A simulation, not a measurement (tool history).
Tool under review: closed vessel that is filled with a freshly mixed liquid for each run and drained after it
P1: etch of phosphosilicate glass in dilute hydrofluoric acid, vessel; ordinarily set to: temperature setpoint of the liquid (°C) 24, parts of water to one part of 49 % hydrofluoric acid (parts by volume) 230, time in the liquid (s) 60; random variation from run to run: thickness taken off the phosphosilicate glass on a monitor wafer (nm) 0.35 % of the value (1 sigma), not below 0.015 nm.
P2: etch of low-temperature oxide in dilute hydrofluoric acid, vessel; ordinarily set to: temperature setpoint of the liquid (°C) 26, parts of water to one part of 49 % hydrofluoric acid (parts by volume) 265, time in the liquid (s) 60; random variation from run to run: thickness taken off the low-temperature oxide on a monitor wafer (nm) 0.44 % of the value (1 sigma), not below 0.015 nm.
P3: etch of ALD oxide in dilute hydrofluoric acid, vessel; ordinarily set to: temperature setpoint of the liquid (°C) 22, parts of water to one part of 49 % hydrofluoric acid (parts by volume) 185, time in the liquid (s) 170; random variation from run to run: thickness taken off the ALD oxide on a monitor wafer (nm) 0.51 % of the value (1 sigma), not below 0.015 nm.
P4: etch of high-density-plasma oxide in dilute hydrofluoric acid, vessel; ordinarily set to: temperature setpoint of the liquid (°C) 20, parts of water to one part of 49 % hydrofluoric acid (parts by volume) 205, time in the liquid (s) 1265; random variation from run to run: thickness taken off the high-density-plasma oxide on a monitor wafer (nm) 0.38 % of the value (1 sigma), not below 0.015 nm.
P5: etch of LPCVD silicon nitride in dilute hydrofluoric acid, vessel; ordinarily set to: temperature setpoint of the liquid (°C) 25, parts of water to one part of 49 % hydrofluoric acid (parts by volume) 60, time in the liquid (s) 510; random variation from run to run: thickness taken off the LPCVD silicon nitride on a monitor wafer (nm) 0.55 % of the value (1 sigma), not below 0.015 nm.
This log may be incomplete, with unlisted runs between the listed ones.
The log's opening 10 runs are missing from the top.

| run | hour | process that ran | temperature setpoint of the liquid (°C) | parts of water to one part of 49 % hydrofluoric acid (parts by volume) | time in the liquid (s) | hours since the thermometer was replaced | hours since the hydrofluoric acid flow meter was replaced | thickness taken off the phosphosilicate glass on a monitor wafer (nm) | thickness taken off the ALD oxide on a monitor wafer (nm) | thickness taken off the high-density-plasma oxide on a monitor wafer (nm) | thickness taken off the LPCVD silicon nitride on a monitor wafer (nm) | thickness taken off the low-temperature oxide on a monitor wafer (nm) |
|---|---|---|---|---|---|---|---|---|---|---|---|---|
| 11 | 146.5 | P5 | 25 | 35 | 510 | 321.7 | 970.1 |  |  |  | 7.9376 |  |
| 12 | 163.7 | P4 | 20 | 205 | 635 | 338.9 | 987.3 |  |  | 17.418 |  |  |
| 13 | 177.4 | P2 | 33.5 | 265 | 60 | 352.6 | 1001 |  |  |  |  | 6.0496 |
| 14 | 190.2 | P3 | 22 | 185 | 170 | 365.4 | 1013.8 |  | 8.9529 |  |  |  |
| 15 | 202.2 | P4 | 25.5 | 205 | 1265 | 377.4 | 1025.8 |  |  | 42.421 |  |  |
| 16 | 211.3 | P5 | 21 | 60 | 510 | 386.5 | 1034.9 |  |  |  | 3.6121 |  |
| 17 | 227.2 | P1 | 24 | 100 | 60 | 402.4 | 1050.8 | 87.914 |  |  |  |  |
| 18 | 242.8 | P2 | 26 | 440 | 60 | 418 | 1066.4 |  |  |  |  | 2.3693 |
| 19 | 251.4 | P3 | 22 | 185 | 35 | 426.6 | 1075 |  | 1.8156 |  |  |  |
| 20 | 268.8 | P1 | 24 | 230 | 115 | 444 | 1092.4 | 63.249 |  |  |  |  |
| 21 | 287 | P4 | 20 | 205 | 1265 | 462.2 | 1110.6 |  |  | 34.404 |  |  |
| 22 | 298.4 | P4 | 20 | 205 | 1265 | 473.6 | 1122 |  |  | 34.372 |  |  |
| 23 | 311 | P1 | 24 | 385 | 60 | 486.2 | 1134.6 | 17.01 |  |  |  |  |
| 24 | 325.2 | P1 | 24 | 410 | 90 | 500.4 | 1148.8 | 23.443 |  |  |  |  |
| 25 | 344.6 | P1 | 24 | 230 | 60 | 519.8 | 1168.2 | 33.196 |  |  |  |  |
| 26 | 354.3 | P5 | 25 | 60 | 510 | 529.5 | 1177.9 |  |  |  | 4.7245 |  |
| 27 | 370.4 | P1 | 32 | 230 | 60 | 545.6 | 1194 | 43.713 |  |  |  |  |
| 28 | 389.3 | P1 | 24 | 230 | 60 | 564.5 | 1212.9 | 32.827 |  |  |  |  |
| 29 | 398.9 | P2 | 26 | 265 | 30 | 574.1 | 1222.5 |  |  |  |  | 2.3804 |
| 30 | 411.7 | P3 | 22 | 110 | 170 | 586.9 | 1235.3 |  | 16.356 |  |  |  |
| 31 | 423.6 | P1 | 24 | 230 | 60 | 598.8 | 1247.2 | 33.079 |  |  |  |  |
| 32 | 442.7 | P1 | 24 | 230 | 60 | 617.9 | 1266.3 | 31.531 |  |  |  |  |
| 33 | 461.4 | P1 | 24 | 230 | 60 | 636.6 | 1285 | 30.712 |  |  |  |  |

Estimate the outcome of run 34 from the log above:
| 34 | 475.7 | P1 | 24 | 230 | 60 | 650.9 | 1299.3 | ? |  |  |  |  |

Logged for run 34: thickness taken off the phosphosilicate glass on a monitor wafer (nm) 30.567.
